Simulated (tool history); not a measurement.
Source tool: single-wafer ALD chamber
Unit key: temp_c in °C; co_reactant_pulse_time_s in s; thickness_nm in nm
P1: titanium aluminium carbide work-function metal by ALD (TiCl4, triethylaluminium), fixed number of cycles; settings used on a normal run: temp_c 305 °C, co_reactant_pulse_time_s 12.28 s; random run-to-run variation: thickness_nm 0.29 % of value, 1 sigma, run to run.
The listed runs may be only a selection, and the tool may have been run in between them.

run	hour	temp_c	co_reactant_pulse_time_s	thickness_nm
1	2.9	305	12.28	2.0735
2	4.9	305	12.28	2.0752
3	7.9	305	12.28	2.0685
4	10.1	305	19.99	2.0923
5	14.2	327	7.93	2.1527
6	17.9	305	12.28	2.0713
7	21.3	305	7.65	1.9499
8	25.6	280	12.28	1.8554
9	29	291	8.75	1.8823
10	32.7	305	12.28	2.0641
11	36.7	329	12.28	2.2864
12	38.6	317	5.11	1.8282
13	43.1	305	12.28	2.0719
14	46.1	305	12.28	2.0568
15	49	305	12.28	2.0553
16	52.7	305	12.28	2.0428
17	56.2	305	12.28	2.0389
18	59.7	305	12.28	2.0384
19	62.5	305	12.28	2.0461
20	66.5	305	12.28	2.0416
21	68.9	305	12.28	2.0402
22	73.3	305	12.28	2.0426

What P1 gives has crept off from where it sat before. The 2 causes that follow fit the log equally well, each at the size noted:
A: triethylaluminium dose below that of a fresh bottle (%) = 16.7
B: wafer temperature below the value expected at the setpoint (K) = 3.55
The drift started at roughly hour 43.1.

Consider the 4 single-wafer check runs listed below, results given as question marks: which one distinguishes between the causes by giving clearly different results for each?
check 1	77.7	287	12.28	?
check 2	77.7	282	8.42	?
check 3	77.7	327	12.28	?
check 4	77.7	326	12.28	?

Expected result of each check under each candidate cause:
check	result	if A	if B
check 1	thickness_nm	1.8848	1.8829
check 2	thickness_nm	1.7288	1.7643
check 3	thickness_nm	2.2337	2.2361
check 4	thickness_nm	2.2249	2.2272
How far apart the two closest causes lie, in the result that separates them most: check 1 0.1 %; check 2 2.03 %; check 3 0.11 %; check 4 0.1 %
Check 2 is the one run that separates the causes; every other check would come out nearly the same whichever cause is at work.

Check 2 was then run and gave: thickness_nm 1.7571 nm. Which cause is it?

It was cause B: wafer temperature below the value expected at the setpoint (K).
